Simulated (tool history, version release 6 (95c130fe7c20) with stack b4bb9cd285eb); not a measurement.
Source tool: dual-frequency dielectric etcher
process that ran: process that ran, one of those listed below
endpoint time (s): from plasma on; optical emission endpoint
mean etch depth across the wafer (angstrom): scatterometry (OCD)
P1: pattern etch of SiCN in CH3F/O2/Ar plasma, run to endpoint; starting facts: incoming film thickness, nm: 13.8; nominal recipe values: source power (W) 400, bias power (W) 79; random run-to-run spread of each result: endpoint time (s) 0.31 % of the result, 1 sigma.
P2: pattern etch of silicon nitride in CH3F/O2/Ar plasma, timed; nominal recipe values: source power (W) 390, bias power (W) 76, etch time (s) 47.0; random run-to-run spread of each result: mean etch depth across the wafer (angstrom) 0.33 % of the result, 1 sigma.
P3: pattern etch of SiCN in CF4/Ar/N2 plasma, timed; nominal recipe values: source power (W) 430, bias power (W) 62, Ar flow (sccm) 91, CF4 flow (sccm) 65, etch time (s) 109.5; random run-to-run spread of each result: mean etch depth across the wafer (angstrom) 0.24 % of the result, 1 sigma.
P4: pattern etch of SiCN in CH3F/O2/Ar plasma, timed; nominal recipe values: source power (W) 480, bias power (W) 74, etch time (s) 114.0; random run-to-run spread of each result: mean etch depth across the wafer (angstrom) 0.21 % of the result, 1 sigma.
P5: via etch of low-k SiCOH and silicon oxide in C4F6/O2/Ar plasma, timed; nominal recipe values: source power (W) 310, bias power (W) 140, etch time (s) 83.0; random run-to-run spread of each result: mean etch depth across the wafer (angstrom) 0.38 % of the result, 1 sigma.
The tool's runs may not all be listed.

| run | hour | process that ran | source power (W) | bias power (W) | etch time (s) | Ar flow (sccm) | CF4 flow (sccm) | hours since the last wet clean | hours since the last source power generator calibration | hours since the last bias power generator calibration | endpoint time (s) | mean etch depth across the wafer (angstrom) |
|---|---|---|---|---|---|---|---|---|---|---|---|---|
| 1 | 16.8 | P1 | 400 | 79 |  |  |  | 105.7 | 931.1 | 973.0 | 34.792 |  |
| 2 | 29.8 | P2 | 390 | 76 | 47.0 |  |  | 118.7 | 944.1 | 986.0 |  | 338.67 |
| 3 | 37.8 | P3 | 430 | 62 | 109.5 | 91 | 65 | 126.7 | 952.1 | 994.0 |  | 862.47 |
| 4 | 49.6 | P2 | 390 | 76 | 29.0 |  |  | 138.5 | 963.9 | 1005.8 |  | 208.93 |
| 5 | 58.3 | P1 | 300 | 79 |  |  |  | 147.2 | 972.6 | 1014.5 | 39.041 |  |
| 6 | 71.6 | P1 | 330 | 107 |  |  |  | 160.5 | 985.9 | 1027.8 | 33.657 |  |
| 7 | 86.9 | P1 | 400 | 79 |  |  |  | 175.8 | 1001.2 | 1043.1 | 34.898 |  |
| 8 | 99.4 | P4 | 480 | 74 | 114.0 |  |  | 188.3 | 1013.7 | 1055.6 |  | 463.15 |
| 9 | 112.9 | P3 | 430 | 46 | 109.5 | 91 | 65 | 201.8 | 1027.2 | 1069.1 |  | 785.14 |
| 10 | 127.1 | P1 | 400 | 106 |  |  |  | 216.0 | 1041.4 | 1083.3 | 31.252 |  |
| 11 | 135.5 | P3 | 430 | 62 | 154.0 | 91 | 65 | 224.4 | 1049.8 | 1091.7 |  | 1211.50 |
| 12 | 143.2 | P1 | 400 | 79 |  |  |  | 232.1 | 1057.5 | 1099.4 | 34.900 |  |
| 13 | 153.9 | P3 | 430 | 62 | 109.5 | 91 | 53 | 242.8 | 1068.2 | 1110.1 |  | 838.73 |
| 14 | 163.1 | P1 | 400 | 79 |  |  |  | 252.0 | 1077.4 | 1119.3 | 34.915 |  |
| 15 | 178.6 | P4 | 360 | 74 | 114.0 |  |  | 267.5 | 1092.9 | 1134.8 |  | 416.30 |
| 16 | 189.7 | P1 | 400 | 79 |  |  |  | 278.6 | 1104.0 | 1145.9 | 34.830 |  |
| 17 | 203.4 | P5 | 310 | 140 | 63.0 |  |  | 292.3 | 1117.7 | 1159.6 |  | 1499.00 |
| 18 | 215.2 | P1 | 400 | 60 |  |  |  | 304.1 | 1129.5 | 1171.4 | 38.582 |  |
| 19 | 222.6 | P2 | 390 | 105 | 47.0 |  |  | 311.5 | 1136.9 | 1178.8 |  | 380.81 |
| 20 | 232.4 | P4 | 480 | 74 | 160.0 |  |  | 321.3 | 1146.7 | 1188.6 |  | 652.20 |
| 21 | 246.5 | P5 | 310 | 168 | 83.0 |  |  | 335.4 | 1160.8 | 1202.7 |  | 2094.50 |
| 22 | 255.4 | P1 | 560 | 79 |  |  |  | 344.3 | 1169.7 | 1211.6 | 30.870 |  |
| 23 | 268.8 | P2 | 530 | 76 | 47.0 |  |  | 357.7 | 1183.1 | 1225.0 |  | 380.31 |
| 24 | 282.6 | P5 | 180 | 140 | 83.0 |  |  | 371.5 | 1196.9 | 1238.8 |  | 1602.30 |
| 25 | 296.3 | P3 | 570 | 62 | 109.5 | 91 | 65 | 385.2 | 1210.6 | 1252.5 |  | 1107.00 |
| 26 | 310.7 | P1 | 400 | 79 |  |  |  | 399.6 | 1225.0 | 1266.9 | 35.082 |  |
| 27 | 319.3 | P4 | 480 | 91 | 114.0 |  |  | 408.2 | 1233.6 | 1275.5 |  | 499.70 |

What will run 28 give?
| 28 | 331.5 | P1 | 400 | 79 |  |  |  | 420.4 | 1245.8 | 1287.7 | ? |  |

endpoint time (s): 35.067
